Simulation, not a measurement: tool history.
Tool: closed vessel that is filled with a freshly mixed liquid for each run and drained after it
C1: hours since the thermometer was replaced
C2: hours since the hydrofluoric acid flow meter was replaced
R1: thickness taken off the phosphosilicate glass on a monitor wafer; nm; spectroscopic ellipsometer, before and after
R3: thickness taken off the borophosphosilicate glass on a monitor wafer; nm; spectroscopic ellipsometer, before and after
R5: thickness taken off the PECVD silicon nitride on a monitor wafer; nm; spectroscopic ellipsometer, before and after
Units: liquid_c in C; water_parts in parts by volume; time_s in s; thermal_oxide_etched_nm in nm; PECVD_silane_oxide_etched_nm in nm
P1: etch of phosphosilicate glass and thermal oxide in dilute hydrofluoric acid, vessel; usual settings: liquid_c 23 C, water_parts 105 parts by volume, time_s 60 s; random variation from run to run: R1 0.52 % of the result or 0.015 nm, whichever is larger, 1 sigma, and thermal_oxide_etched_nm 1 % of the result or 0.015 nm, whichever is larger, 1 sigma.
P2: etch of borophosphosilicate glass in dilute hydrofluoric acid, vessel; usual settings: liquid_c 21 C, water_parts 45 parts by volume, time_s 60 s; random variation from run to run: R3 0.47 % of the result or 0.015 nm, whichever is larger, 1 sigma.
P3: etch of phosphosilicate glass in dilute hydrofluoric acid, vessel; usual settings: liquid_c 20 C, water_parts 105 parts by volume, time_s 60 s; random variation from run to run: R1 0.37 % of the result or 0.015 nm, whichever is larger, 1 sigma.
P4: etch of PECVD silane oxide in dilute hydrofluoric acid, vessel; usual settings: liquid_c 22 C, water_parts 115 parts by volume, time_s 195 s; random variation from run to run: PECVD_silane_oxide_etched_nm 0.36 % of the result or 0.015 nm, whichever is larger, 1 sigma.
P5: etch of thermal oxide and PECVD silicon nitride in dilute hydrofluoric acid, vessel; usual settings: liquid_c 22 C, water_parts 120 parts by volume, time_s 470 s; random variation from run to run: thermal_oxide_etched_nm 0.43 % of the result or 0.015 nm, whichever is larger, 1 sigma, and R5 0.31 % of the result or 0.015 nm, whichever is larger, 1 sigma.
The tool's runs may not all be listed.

{"run": 1, "day": 0.479, "process": "P1", "liquid_c": 23, "water_parts": 105, "time_s": 60, "C1": 492.5, "C2": 1514, "R1": 43.254, "thermal_oxide_etched_nm": 2.6095}
{"run": 2, "day": 0.95, "process": "P1", "liquid_c": 23, "water_parts": 105, "time_s": 30, "C1": 503.8, "C2": 1525.3, "R1": 21.779, "thermal_oxide_etched_nm": 1.2898}
{"run": 3, "day": 1.508, "process": "P2", "liquid_c": 26, "water_parts": 45, "time_s": 60, "C1": 517.2, "C2": 1538.7, "R3": 65.294}
{"run": 4, "day": 2.212, "process": "P4", "liquid_c": 28, "water_parts": 115, "time_s": 195, "C1": 534.1, "C2": 1555.6, "PECVD_silane_oxide_etched_nm": 55.346}
{"run": 5, "day": 2.621, "process": "P5", "liquid_c": 22, "water_parts": 55, "time_s": 470, "C1": 543.9, "C2": 1565.4, "thermal_oxide_etched_nm": 37.49, "R5": 15.565}
{"run": 6, "day": 3.183, "process": "P1", "liquid_c": 23, "water_parts": 105, "time_s": 60, "C1": 557.4, "C2": 1578.9, "R1": 43.349, "thermal_oxide_etched_nm": 2.6497}
{"run": 7, "day": 3.875, "process": "P1", "liquid_c": 19, "water_parts": 105, "time_s": 30, "C1": 574, "C2": 1595.5, "R1": 18.423, "thermal_oxide_etched_nm": 1.1133}
{"run": 8, "day": 4.3, "process": "P1", "liquid_c": 29, "water_parts": 105, "time_s": 85, "C1": 584.2, "C2": 1605.7, "R1": 77.09, "thermal_oxide_etched_nm": 4.6271}
{"run": 9, "day": 4.875, "process": "P3", "liquid_c": 20, "water_parts": 160, "time_s": 60, "C1": 598, "C2": 1619.5, "R1": 35.561}
{"run": 10, "day": 5.312, "process": "P1", "liquid_c": 23, "water_parts": 105, "time_s": 60, "C1": 608.5, "C2": 1630, "R1": 43.056, "thermal_oxide_etched_nm": 2.581}
{"run": 11, "day": 5.838, "process": "P1", "liquid_c": 27, "water_parts": 105, "time_s": 60, "C1": 621.1, "C2": 1642.6, "R1": 50.71, "thermal_oxide_etched_nm": 3.0997}
{"run": 12, "day": 6.575, "process": "P1", "liquid_c": 23, "water_parts": 65, "time_s": 60, "C1": 638.8, "C2": 1660.3, "R1": 72.982, "thermal_oxide_etched_nm": 4.3933}
{"run": 13, "day": 7.2, "process": "P1", "liquid_c": 23, "water_parts": 105, "time_s": 60, "C1": 653.8, "C2": 1675.3, "R1": 43.375, "thermal_oxide_etched_nm": 2.5894}
{"run": 14, "day": 7.875, "process": "P1", "liquid_c": 17, "water_parts": 105, "time_s": 60, "C1": 670, "C2": 1691.5, "R1": 34.018, "thermal_oxide_etched_nm": 2.0434}
{"run": 15, "day": 8.458, "process": "P2", "liquid_c": 21, "water_parts": 70, "time_s": 60, "C1": 684, "C2": 1705.5, "R3": 33.146}
{"run": 16, "day": 9.142, "process": "P1", "liquid_c": 23, "water_parts": 105, "time_s": 60, "C1": 700.4, "C2": 1721.9, "R1": 43.167, "thermal_oxide_etched_nm": 2.5502}
{"run": 17, "day": 9.646, "process": "P2", "liquid_c": 21, "water_parts": 45, "time_s": 110, "C1": 712.5, "C2": 1734, "R3": 97.489}
{"run": 18, "day": 10.075, "process": "P5", "liquid_c": 22, "water_parts": 120, "time_s": 915, "C1": 722.8, "C2": 1744.3, "thermal_oxide_etched_nm": 30.745, "R5": 14.128}
{"run": 19, "day": 10.583, "process": "P1", "liquid_c": 23, "water_parts": 105, "time_s": 95, "C1": 735, "C2": 1756.5, "R1": 68.026, "thermal_oxide_etched_nm": 4.0549}
{"run": 20, "day": 10.938, "process": "P3", "liquid_c": 20, "water_parts": 105, "time_s": 30, "C1": 743.5, "C2": 1765, "R1": 28.667}
{"run": 21, "day": 11.5, "process": "P3", "liquid_c": 20, "water_parts": 105, "time_s": 60, "C1": 757, "C2": 1778.5, "R1": 57.413}
{"run": 22, "day": 11.933, "process": "P3", "liquid_c": 17, "water_parts": 105, "time_s": 60, "C1": 767.4, "C2": 1788.9, "R1": 50.425}
{"run": 23, "day": 12.379, "process": "P1", "liquid_c": 23, "water_parts": 165, "time_s": 60, "C1": 778.1, "C2": 1799.6, "R1": 25.748, "thermal_oxide_etched_nm": 1.5595}
{"run": 24, "day": 13.021, "process": "P4", "liquid_c": 22, "water_parts": 115, "time_s": 30, "C1": 793.5, "C2": 1815, "PECVD_silane_oxide_etched_nm": 6.674}
{"day": 13.425, "done": "thermometer replaced"}
{"run": 25, "day": 13.458, "process": "P5", "liquid_c": 17, "water_parts": 120, "time_s": 470, "C1": 0.8, "C2": 1825.5, "thermal_oxide_etched_nm": 12.838, "R5": 5.1509}
{"run": 26, "day": 14.054, "process": "P4", "liquid_c": 22, "water_parts": 35, "time_s": 195, "C1": 15.1, "C2": 1839.8, "PECVD_silane_oxide_etched_nm": 156.55}
{"run": 27, "day": 14.546, "process": "P2", "liquid_c": 21, "water_parts": 45, "time_s": 60, "C1": 26.9, "C2": 1851.6, "R3": 52.433}
{"run": 28, "day": 15.025, "process": "P5", "liquid_c": 22, "water_parts": 120, "time_s": 470, "C1": 38.4, "C2": 1863.1, "thermal_oxide_etched_nm": 15.719, "R5": 7.2243}
{"run": 29, "day": 15.696, "process": "P4", "liquid_c": 22, "water_parts": 115, "time_s": 195, "C1": 54.5, "C2": 1879.2, "PECVD_silane_oxide_etched_nm": 43.523}
{"run": 30, "day": 16.221, "process": "P5", "liquid_c": 22, "water_parts": 120, "time_s": 470, "C1": 67.1, "C2": 1891.8, "thermal_oxide_etched_nm": 15.761, "R5": 7.2185}
{"run": 31, "day": 16.738, "process": "P1", "liquid_c": 23, "water_parts": 105, "time_s": 60, "C1": 79.5, "C2": 1904.2, "R1": 43.585, "thermal_oxide_etched_nm": 2.5783}
{"run": 32, "day": 17.146, "process": "P1", "liquid_c": 23, "water_parts": 105, "time_s": 60, "C1": 89.3, "C2": 1914, "R1": 44.791, "thermal_oxide_etched_nm": 2.6701}
{"run": 33, "day": 17.825, "process": "P1", "liquid_c": 23, "water_parts": 105, "time_s": 60, "C1": 105.6, "C2": 1930.3, "R1": 45.488, "thermal_oxide_etched_nm": 2.6941}
{"run": 34, "day": 18.179, "process": "P1", "liquid_c": 23, "water_parts": 105, "time_s": 60, "C1": 114.1, "C2": 1938.8, "R1": 45.802, "thermal_oxide_etched_nm": 2.7313}
{"run": 35, "day": 18.925, "process": "P1", "liquid_c": 23, "water_parts": 105, "time_s": 60, "C1": 132, "C2": 1956.7, "R1": 46.27, "thermal_oxide_etched_nm": 2.7998}
{"run": 36, "day": 19.304, "process": "P1", "liquid_c": 23, "water_parts": 105, "time_s": 60, "C1": 141.1, "C2": 1965.8, "R1": 46.299, "thermal_oxide_etched_nm": 2.8361}
{"run": 37, "day": 20.0, "process": "P1", "liquid_c": 23, "water_parts": 105, "time_s": 60, "C1": 157.8, "C2": 1982.5, "R1": 46.42, "thermal_oxide_etched_nm": 2.7903}
{"run": 38, "day": 20.512, "process": "P1", "liquid_c": 23, "water_parts": 105, "time_s": 60, "C1": 170.1, "C2": 1994.8, "R1": 46.372, "thermal_oxide_etched_nm": 2.7811}
{"run": 39, "day": 20.892, "process": "P1", "liquid_c": 23, "water_parts": 105, "time_s": 60, "C1": 179.2, "C2": 2003.9, "R1": 46.31, "thermal_oxide_etched_nm": 2.7518}

What P1 gives has crept away from where it was. These 2 causes fit the log equally well, each at the size given:
A: liquid hotter than its thermometer reads (K) = 1.9
B: hydrofluoric acid flow above the setpoint (%) = 6.89
The creep began at about day 16.738.

4 check runs are offered, one wafer each, their results left as question marks. Which one tells the causes apart?
{"run": "check 1", "day": 21.271, "process": "P4", "liquid_c": 22, "water_parts": 115, "time_s": 195, "PECVD_silane_oxide_etched_nm": "?"}
{"run": "check 2", "day": 21.271, "process": "P2", "liquid_c": 21, "water_parts": 45, "time_s": 60, "R3": "?"}
{"run": "check 3", "day": 21.271, "process": "P5", "liquid_c": 22, "water_parts": 120, "time_s": 470, "thermal_oxide_etched_nm": "?", "R5": "?"}
{"run": "check 4", "day": 21.271, "process": "P3", "liquid_c": 20, "water_parts": 105, "time_s": 60, "R1": "?"}

What each check would give under each cause:
check=check_1 result=PECVD_silane_oxide_etched_nm if_A=46.895 if_B=46.893
check=check_2 result=R3 if_A=57.594 if_B=57.046
check=check_3 result=thermal_oxide_etched_nm if_A=17.046 if_B=17.056
check=check_3 result=R5 if_A=8.2126 if_B=7.7361
check=check_4 result=R1 if_A=62.035 if_B=61.854
How far apart the two closest causes lie, in the result that separates them most: check 1 0.01 %; check 2 0.96 %; check 3 5.98 %; check 4 0.29 %
Only check 3 tells the causes apart: in the others they would give nearly the same result.

Then check 3 was run and gave: thermal_oxide_etched_nm 17.2 nm; R5 8.2074 nm. Which cause is it?

It is A: liquid hotter than its thermometer reads (K).

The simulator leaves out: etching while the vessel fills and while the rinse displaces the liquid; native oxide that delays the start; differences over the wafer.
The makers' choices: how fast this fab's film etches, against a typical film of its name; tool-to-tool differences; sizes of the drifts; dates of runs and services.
